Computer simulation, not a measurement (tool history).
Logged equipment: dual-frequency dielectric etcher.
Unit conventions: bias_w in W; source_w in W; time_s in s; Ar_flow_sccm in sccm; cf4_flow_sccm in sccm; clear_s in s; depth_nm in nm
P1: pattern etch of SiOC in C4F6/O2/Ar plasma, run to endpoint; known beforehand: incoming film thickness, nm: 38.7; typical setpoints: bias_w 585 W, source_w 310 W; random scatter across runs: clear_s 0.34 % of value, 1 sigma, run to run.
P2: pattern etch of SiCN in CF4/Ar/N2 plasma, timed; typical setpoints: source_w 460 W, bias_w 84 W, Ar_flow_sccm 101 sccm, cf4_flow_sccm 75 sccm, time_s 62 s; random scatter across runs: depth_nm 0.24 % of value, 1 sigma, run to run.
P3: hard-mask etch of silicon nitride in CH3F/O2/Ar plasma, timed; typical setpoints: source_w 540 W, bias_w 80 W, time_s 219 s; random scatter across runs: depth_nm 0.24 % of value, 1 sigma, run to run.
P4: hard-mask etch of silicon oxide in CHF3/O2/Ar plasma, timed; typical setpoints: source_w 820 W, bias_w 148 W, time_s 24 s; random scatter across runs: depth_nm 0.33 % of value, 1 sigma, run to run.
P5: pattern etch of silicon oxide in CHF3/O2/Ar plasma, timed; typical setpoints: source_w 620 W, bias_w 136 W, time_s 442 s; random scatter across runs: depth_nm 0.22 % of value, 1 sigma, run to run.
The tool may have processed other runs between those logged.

run	day	process	bias_w	source_w	time_s	Ar_flow_sccm	cf4_flow_sccm	hours since the last wet clean	hours since the last bias power generator calibration	hours since the last source power generator calibration	clear_s	depth_nm
1	0.592	P1	585	310				169.5	1415.6	322.8	13.874	
2	0.983	P5	136	850	442			178.9	1425	332.2		912.7
3	1.417	P2	84	460	62	101	75	189.3	1435.4	342.6		56.249
4	1.775	P2	84	620	62	101	75	197.9	1444	351.2		73.029
5	2.15	P4	118	820	24			206.9	1453	360.2		46.676
6	2.542	P1	585	420				216.3	1462.4	369.6	12.417	
7	2.825	P4	148	1080	24			223.1	1469.2	376.4		55.491
8	3.254	P1	585	250				233.4	1479.5	386.7	15.023	
9	3.704	P5	136	620	631.5			244.2	1490.3	397.5		1151
10	3.996	P3	80	650	219			251.2	1497.3	404.5		197.22
11	4.325	P5	136	620	442			259.1	1505.2	412.4		808.5
12	4.917	P1	585	310				273.3	1519.4	426.6	13.82	
13	5.408	P2	84	460	62	101	58	285.1	1531.2	438.4		54.116
14	5.7	P4	148	820	24			292.1	1538.2	445.4		49.903
15	6.25	P5	136	620	442			305.3	1551.4	458.6		809.06
16	6.858	P3	80	540	323			319.9	1566	473.2		271.18
17	7.433	P1	585	310				333.7	1579.8	487	13.886	
18	7.779	P3	112	540	219			342	1588.1	495.3		206.77
19	8.125	P1	820	310				350.3	1596.4	503.6	12.206	
20	8.538	P3	80	540	219			360.2	1606.3	513.5		183.98
21	8.904	P1	387	310				369	1615.1	522.3	16.175	
22	9.188	P5	109	620	442			375.8	1621.9	529.1		755.05
23	9.483	P2	55	460	62	101	75	382.9	1629	536.2		48.559
24	9.821	P1	585	310				391	1637.1	544.3	13.908	
25	10.325	P4	148	820	34.5			403.1	1649.2	556.4		72.135
# day 10.454: source power generator calibrated
26	10.662	P1	698	390				411.2	1657.3	5	11.877	
27	11.271	P2	84	460	37	101	75	425.8	1671.9	19.6		33.442
28	11.721	P1	585	310				436.6	1682.7	30.4	13.958	
29	12.283	P2	84	460	62	81	75	450.1	1696.2	43.9		57.895
30	12.775	P1	585	310				461.9	1708	55.7	13.82	
31	13.104	P1	785	250				469.8	1715.9	63.6	13.392	
32	13.617	P1	585	310				482.1	1728.2	75.9	13.933	
33	14.192	P1	585	310				495.9	1742	89.7	13.959	
34	14.538	P1	585	310				504.2	1750.3	98	14.073	
35	15.121	P1	585	310				518.2	1764.3	112	14.054	
36	15.592	P1	585	310				529.5	1775.6	123.3	14.13	
# day 15.771: wet clean of the chamber
37	15.942	P1	585	310				4.2	1784	131.7	14.131	
38	16.254	P1	585	310				11.7	1791.5	139.2	14.148	
39	16.875	P1	585	310				26.6	1806.4	154.1	14.132	
40	17.262	P1	585	310				35.9	1815.7	163.4	14.143	
41	17.583	P1	585	310				43.6	1823.4	171.1	14.062	
42	18.2	P1	585	310				58.4	1838.2	185.9	14.129	

The log shows P1 creeping away from where it was. Any of the 2 causes listed here, at the size stated for it, fits the log just as well as the others:
A: source power that arrives under what is set, % = 4.55
B: bias power that arrives under what is set, % = 4.31
Onset of the creep was near day 13.617.
All other causes, with the reason each is excluded:
chamber walls in a state that lowers the etch rate, %: serviced at day 15.771, after the drift had started, without restoring the earlier output

Each of the 4 check runs below uses one wafer; its results are left as question marks. Which run tells the causes apart?
check 1	18.817	P5	136	620	442							?
check 2	18.817	P2	84	460	62	101	75					?
check 3	18.817	P4	148	820	24							?
check 4	18.817	P3	80	540	219							?

What each check would give under each cause:
check	result	if A	if B
check 1	depth_nm	794.35	797.76
check 2	depth_nm	53.898	55.277
check 3	depth_nm	49.296	49.511
check 4	depth_nm	180.5	180.97
Distance between the nearest two causes, measured in the result of the check that separates them most: check 1 0.43 %; check 2 2.53 %; check 3 0.43 %; check 4 0.26 %
Only check 2 tells the causes apart: in the others they would give nearly the same result.

Then check 2 was run and gave: depth_nm 53.972 nm. Which cause is it?

The correct cause is A, namely: source power that arrives under what is set, %.
